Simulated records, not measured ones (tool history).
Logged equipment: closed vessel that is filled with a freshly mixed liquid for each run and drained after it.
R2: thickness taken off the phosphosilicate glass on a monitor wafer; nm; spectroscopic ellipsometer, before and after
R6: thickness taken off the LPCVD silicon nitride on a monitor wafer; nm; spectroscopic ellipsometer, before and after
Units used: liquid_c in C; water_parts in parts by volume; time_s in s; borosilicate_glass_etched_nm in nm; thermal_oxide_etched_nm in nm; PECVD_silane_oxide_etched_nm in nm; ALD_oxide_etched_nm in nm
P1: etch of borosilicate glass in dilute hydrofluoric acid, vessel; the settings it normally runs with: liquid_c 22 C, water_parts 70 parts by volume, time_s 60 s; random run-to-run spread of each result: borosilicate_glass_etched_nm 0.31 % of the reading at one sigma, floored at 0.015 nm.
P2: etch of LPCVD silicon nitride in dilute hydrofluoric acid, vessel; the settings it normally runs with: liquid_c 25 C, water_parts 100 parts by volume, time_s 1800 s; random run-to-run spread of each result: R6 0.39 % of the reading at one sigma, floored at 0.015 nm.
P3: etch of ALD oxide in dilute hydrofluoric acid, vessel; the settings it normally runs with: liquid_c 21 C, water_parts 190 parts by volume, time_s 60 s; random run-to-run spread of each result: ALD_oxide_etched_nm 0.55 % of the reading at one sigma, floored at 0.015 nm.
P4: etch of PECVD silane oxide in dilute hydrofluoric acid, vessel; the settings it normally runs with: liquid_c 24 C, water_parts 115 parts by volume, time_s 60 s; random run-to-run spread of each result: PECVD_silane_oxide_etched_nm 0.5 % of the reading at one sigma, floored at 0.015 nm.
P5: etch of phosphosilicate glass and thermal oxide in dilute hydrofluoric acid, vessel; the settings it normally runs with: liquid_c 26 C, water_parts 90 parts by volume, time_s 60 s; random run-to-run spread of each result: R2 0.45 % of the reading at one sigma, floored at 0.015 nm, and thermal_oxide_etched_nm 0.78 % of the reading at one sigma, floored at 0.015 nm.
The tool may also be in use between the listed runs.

Run 1, hour 9.3: process P1, liquid_c 22 C, water_parts 70 parts by volume, time_s 60 s. Result: borosilicate_glass_etched_nm 21.891 nm.
Run 2, hour 16.7: process P1, liquid_c 22 C, water_parts 70 parts by volume, time_s 60 s. Result: borosilicate_glass_etched_nm 21.852 nm.
Run 3, hour 25.3: process P5, liquid_c 26 C, water_parts 45 parts by volume, time_s 60 s. Result: R2 280.72 nm, thermal_oxide_etched_nm 7.1544 nm.
Run 4, hour 32.5: process P4, liquid_c 19.5 C, water_parts 115 parts by volume, time_s 60 s. Result: PECVD_silane_oxide_etched_nm 15.789 nm.
Run 5, hour 41.2: process P1, liquid_c 22 C, water_parts 70 parts by volume, time_s 60 s. Result: borosilicate_glass_etched_nm 21.846 nm.
Run 6, hour 52.6: process P3, liquid_c 28.5 C, water_parts 190 parts by volume, time_s 60 s. Result: ALD_oxide_etched_nm 6.8342 nm.
Run 7, hour 62.5: process P1, liquid_c 28.5 C, water_parts 70 parts by volume, time_s 60 s. Result: borosilicate_glass_etched_nm 28.515 nm.
Run 8, hour 71.2: process P3, liquid_c 21 C, water_parts 190 parts by volume, time_s 60 s. Result: ALD_oxide_etched_nm 5.1899 nm.
Run 9, hour 76.3: process P5, liquid_c 26 C, water_parts 90 parts by volume, time_s 60 s. Result: R2 131.27 nm, thermal_oxide_etched_nm 3.3829 nm.
Run 10, hour 82.2: process P4, liquid_c 24 C, water_parts 25 parts by volume, time_s 60 s. Result: PECVD_silane_oxide_etched_nm 97.453 nm.
Run 11, hour 91.1: process P2, liquid_c 25 C, water_parts 100 parts by volume, time_s 1800 s. Result: R6 10.015 nm.
Run 12, hour 102.6: process P5, liquid_c 26 C, water_parts 90 parts by volume, time_s 60 s. Result: R2 132.46 nm, thermal_oxide_etched_nm 3.4078 nm.
Run 13, hour 110.9: process P3, liquid_c 21 C, water_parts 190 parts by volume, time_s 30 s. Result: ALD_oxide_etched_nm 2.6175 nm.
Run 14, hour 119: process P4, liquid_c 24 C, water_parts 115 parts by volume, time_s 30 s. Result: PECVD_silane_oxide_etched_nm 9.4802 nm.
Run 15, hour 125.4: process P1, liquid_c 22 C, water_parts 35 parts by volume, time_s 90 s. Result: borosilicate_glass_etched_nm 68.688 nm.
Run 16, hour 133.8: process P1, liquid_c 22 C, water_parts 70 parts by volume, time_s 60 s. Result: borosilicate_glass_etched_nm 21.948 nm.
Run 17, hour 145.2: process P5, liquid_c 18.5 C, water_parts 90 parts by volume, time_s 60 s. Result: R2 98.001 nm, thermal_oxide_etched_nm 2.5218 nm.
Run 18, hour 156.8: process P1, liquid_c 22 C, water_parts 115 parts by volume, time_s 60 s. Result: borosilicate_glass_etched_nm 12.585 nm.
Run 19, hour 166.2: process P1, liquid_c 22 C, water_parts 70 parts by volume, time_s 60 s. Result: borosilicate_glass_etched_nm 21.989 nm.
Run 20, hour 174.9: process P2, liquid_c 25 C, water_parts 35 parts by volume, time_s 1800 s. Result: R6 28.184 nm.
Run 21, hour 183.7: process P2, liquid_c 25 C, water_parts 100 parts by volume, time_s 700 s. Result: R6 3.9197 nm.
Run 22, hour 192.9: process P1, liquid_c 22 C, water_parts 70 parts by volume, time_s 30 s. Result: borosilicate_glass_etched_nm 10.883 nm.
Run 23, hour 200.2: process P3, liquid_c 21 C, water_parts 105 parts by volume, time_s 60 s. Result: ALD_oxide_etched_nm 10.289 nm.
Run 24, hour 211.9: process P1, liquid_c 22 C, water_parts 70 parts by volume, time_s 95 s. Result: borosilicate_glass_etched_nm 34.621 nm.
Run 25, hour 223.7: process P1, liquid_c 22 C, water_parts 30 parts by volume, time_s 60 s. Result: borosilicate_glass_etched_nm 53.468 nm.
Run 26, hour 235.4: process P2, liquid_c 32.5 C, water_parts 100 parts by volume, time_s 1800 s. Result: R6 16.197 nm.
Run 27, hour 241.5: process P5, liquid_c 26 C, water_parts 90 parts by volume, time_s 30 s. Result: R2 66.035 nm, thermal_oxide_etched_nm 1.6946 nm.
Run 28, hour 249.6: process P1, liquid_c 22 C, water_parts 100 parts by volume, time_s 115 s. Result: borosilicate_glass_etched_nm 28.297 nm.
Run 29, hour 259: process P1, liquid_c 22 C, water_parts 70 parts by volume, time_s 60 s. Result: borosilicate_glass_etched_nm 21.77 nm.
At hour 261.5: thermometer replaced.
Run 30, hour 265.9: process P3, liquid_c 21 C, water_parts 190 parts by volume, time_s 60 s. Result: ALD_oxide_etched_nm 5.211 nm.
Run 31, hour 271.7: process P1, liquid_c 17 C, water_parts 70 parts by volume, time_s 60 s. Result: borosilicate_glass_etched_nm 17.779 nm.
Run 32, hour 281.1: process P1, liquid_c 29 C, water_parts 45 parts by volume, time_s 60 s. Result: borosilicate_glass_etched_nm 46.499 nm.

Estimate the outcome of run 33 from the log above:
Run 33, hour 288.6: process P4, liquid_c 24 C, water_parts 115 parts by volume, time_s 60 s. Result: PECVD_silane_oxide_etched_nm ?.

{"run 33": {"PECVD_silane_oxide_etched_nm": 18.948}}

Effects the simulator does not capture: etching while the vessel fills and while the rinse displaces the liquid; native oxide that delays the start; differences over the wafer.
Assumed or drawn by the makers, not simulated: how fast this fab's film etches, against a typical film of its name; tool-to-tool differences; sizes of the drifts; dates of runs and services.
